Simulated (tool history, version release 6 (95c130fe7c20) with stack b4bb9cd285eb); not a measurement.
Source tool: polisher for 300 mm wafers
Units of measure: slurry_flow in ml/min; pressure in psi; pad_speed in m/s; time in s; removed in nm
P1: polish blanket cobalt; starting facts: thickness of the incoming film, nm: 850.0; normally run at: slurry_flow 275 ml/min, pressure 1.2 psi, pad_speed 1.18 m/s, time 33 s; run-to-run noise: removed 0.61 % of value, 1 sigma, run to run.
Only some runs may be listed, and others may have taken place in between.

run,hour,slurry_flow,pressure,pad_speed,time,removed
1,16.4,275,1.2,1.18,33,116.4
# hour 21.2: slurry nozzle cleaned
2,30.3,275,0.8,1.18,33,77.702
3,39.2,275,1.2,1.18,23,80.721
4,54,275,1.2,1.18,33,116.98
5,67.6,165,1.2,1.18,33,108.49
6,77.1,275,1.2,1.18,33,115.93
7,85.9,275,1.2,1.74,33,169.77
8,100,275,1.2,1.18,33,116.38
9,111.3,275,1.9,1.18,33,184.15
10,121.2,275,1.2,0.54,33,52.727
11,133.7,275,1.2,1.18,33,115.19
12,144.2,275,1.2,0.86,47,119.94
13,151.8,275,1.2,1.18,51,177.5
14,160.7,410,1.2,1.18,33,120.46
15,174.8,275,1.2,1.18,33,116.87
16,188.2,275,1.2,1.18,33,115.92
17,204,275,1.2,1.18,33,113.15
18,215.3,275,1.2,1.18,33,111.25
# hour 219.1: head pressure recalibrated
19,232,275,1.2,1.18,33,110.81

Estimate the outcome of run 20 from the log above:
20,243.5,275,1.2,1.18,33,?

{"run 20": {"removed": 111.6}}
